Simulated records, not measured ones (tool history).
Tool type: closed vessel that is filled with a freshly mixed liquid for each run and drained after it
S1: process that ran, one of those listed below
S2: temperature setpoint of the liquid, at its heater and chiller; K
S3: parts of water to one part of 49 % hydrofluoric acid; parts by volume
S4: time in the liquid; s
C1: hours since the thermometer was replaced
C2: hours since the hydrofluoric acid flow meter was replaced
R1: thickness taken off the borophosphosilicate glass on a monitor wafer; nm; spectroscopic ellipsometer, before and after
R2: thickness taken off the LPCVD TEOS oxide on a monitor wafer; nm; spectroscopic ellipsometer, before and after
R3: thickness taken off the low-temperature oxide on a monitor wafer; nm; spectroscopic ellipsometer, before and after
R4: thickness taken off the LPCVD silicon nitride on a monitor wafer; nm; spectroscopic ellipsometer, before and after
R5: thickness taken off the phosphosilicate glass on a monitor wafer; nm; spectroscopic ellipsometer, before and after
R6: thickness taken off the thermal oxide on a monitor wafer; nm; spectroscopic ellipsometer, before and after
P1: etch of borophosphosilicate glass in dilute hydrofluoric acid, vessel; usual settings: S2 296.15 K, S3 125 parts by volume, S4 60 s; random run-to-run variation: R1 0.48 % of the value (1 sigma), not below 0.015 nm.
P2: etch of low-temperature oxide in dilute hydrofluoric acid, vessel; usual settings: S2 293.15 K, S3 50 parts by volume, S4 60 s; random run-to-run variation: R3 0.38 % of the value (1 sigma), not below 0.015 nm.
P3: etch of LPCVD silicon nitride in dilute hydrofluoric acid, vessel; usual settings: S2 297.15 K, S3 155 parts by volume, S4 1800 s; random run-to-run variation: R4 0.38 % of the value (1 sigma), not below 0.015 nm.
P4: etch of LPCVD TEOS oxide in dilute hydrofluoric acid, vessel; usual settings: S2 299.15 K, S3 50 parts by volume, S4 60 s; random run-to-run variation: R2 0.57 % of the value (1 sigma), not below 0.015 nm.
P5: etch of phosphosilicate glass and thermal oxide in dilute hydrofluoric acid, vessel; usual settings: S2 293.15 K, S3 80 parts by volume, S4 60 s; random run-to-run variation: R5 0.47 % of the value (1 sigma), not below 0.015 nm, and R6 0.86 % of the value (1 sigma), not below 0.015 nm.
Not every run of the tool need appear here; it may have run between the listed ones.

run	hour	S1	S2	S3	S4	C1	C2	R1	R2	R3	R4	R5	R6
1	4.7	P1	296.15	125	60	997.1	431.8	21.097					
2	7.9	P4	299.15	50	100	1000.3	435		73.143				
3	11.1	P1	296.15	125	60	1003.5	438.2	21.025					
4	14.2	P2	290.15	50	60	1006.6	441.3			29.411			
5	17.1	P2	293.15	50	30	1009.5	444.2			16.714			
6	21.9	P3	297.15	155	1800	1014.3	449				5.3394		
7	26.7	P2	293.15	50	60	1019.1	453.8			33.425			
8	31.4	P1	296.15	125	30	1023.8	458.5	10.434					
9	37	P4	299.15	50	60	1029.4	464.1		43.849				
10	40	P3	297.15	155	610	1032.4	467.1				1.8344		
11	42.8	P2	293.15	85	60	1035.2	469.9			18.959			
12	48.3	P1	296.15	125	60	1040.7	475.4	20.939					
13	51.8	P1	296.15	125	115	1044.2	478.9	39.989					
14	54.6	P2	293.15	50	60	1047	481.7			33.476			
15	57.4	P5	293.15	80	30	1049.8	484.5					65.636	1.5485
16	61.7	P1	296.15	125	60	1054.1	488.8	20.914					
17	65.7	P1	296.15	125	60	1058.1	492.8	21.008					
18	69.8	P4	306.65	50	60	1062.2	496.9		58.684				
19	74.9	P1	296.15	125	60	1067.3	502	21.183					
20	80.4	P3	297.15	220	1800	1072.8	507.5				3.7971		
21	83.7	P5	293.15	140	60	1076.1	510.8					68.947	1.6523
22	86.3	P1	299.65	40	60	1078.7	513.4	84.238					
# hour 87.8: hydrofluoric acid flow meter replaced
23	90.7	P3	297.15	155	1800	1083.1	3				5.3118		
24	94.8	P1	290.15	125	60	1087.2	7.1	16.402					
25	97.8	P1	296.15	60	60	1090.2	10.1	47.017					
26	100.9	P1	304.65	125	60	1093.3	13.2	29.025					
27	105.7	P5	293.15	80	60	1098.1	18					129.68	3.1305
28	110	P4	299.15	20	60	1102.4	22.3		114.09				
29	112.5	P1	296.15	210	60	1104.9	24.8	11.432					
30	115	P1	302.65	175	60	1107.4	27.3	18.041					
31	119.4	P1	296.15	125	60	1111.8	31.7	20.872					
32	123.7	P3	301.65	155	1800	1116.1	36				7.0759		
33	126.3	P4	299.15	50	60	1118.7	38.6		43.872				
34	131.3	P5	290.15	80	60	1123.7	43.6					113.84	2.7105
35	135.2	P1	296.15	125	60	1127.6	47.5	20.96					
36	139.8	P1	296.15	125	60	1132.2	52.1	21.733					
37	142.3	P1	296.15	125	60	1134.7	54.6	21.827					
38	147	P1	296.15	125	60	1139.4	59.3	21.93					
39	150.3	P1	296.15	125	60	1142.7	62.6	22.384					
40	154.1	P1	296.15	125	60	1146.5	66.4	22.287					
41	156.8	P1	296.15	125	60	1149.2	69.1	22.334					

Something has made what P1 gives creep away from where it was; the 2 causes below, each at its own stated size, fit the log equally well:
A: liquid hotter than its thermometer reads (K) = 1.56
B: hydrofluoric acid flow above the setpoint (%) = 5.47
The process output started creeping at around hour 135.2.

Each of the 4 check runs below uses one wafer; its results are left as question marks. Which run tells the causes apart?
check 1	159.5	P3	297.15	155	1800						?		
check 2	159.5	P2	293.15	50	60					?			
check 3	159.5	P4	299.15	50	60				?				
check 4	159.5	P5	293.15	80	60							?	?

What each check would give under each cause:
check	result	if A	if B
check 1	R4	5.8879	5.6173
check 2	R3	35.797	35.457
check 3	R2	46.571	46.292
check 4	R5	138.21	137.32
check 4	R6	3.3319	3.3106
Distance between the nearest two causes, measured in the result of the check that separates them most: check 1 4.7 %; check 2 0.95 %; check 3 0.6 %; check 4 0.64 %
Of the check runs offered, only check 1 discriminates between the causes; the rest would read about the same regardless of which cause applies.

Running check 1 produced the following: R4 5.8891 nm. Which one of the listed causes fits?

The correct cause is A, namely: liquid hotter than its thermometer reads (K).

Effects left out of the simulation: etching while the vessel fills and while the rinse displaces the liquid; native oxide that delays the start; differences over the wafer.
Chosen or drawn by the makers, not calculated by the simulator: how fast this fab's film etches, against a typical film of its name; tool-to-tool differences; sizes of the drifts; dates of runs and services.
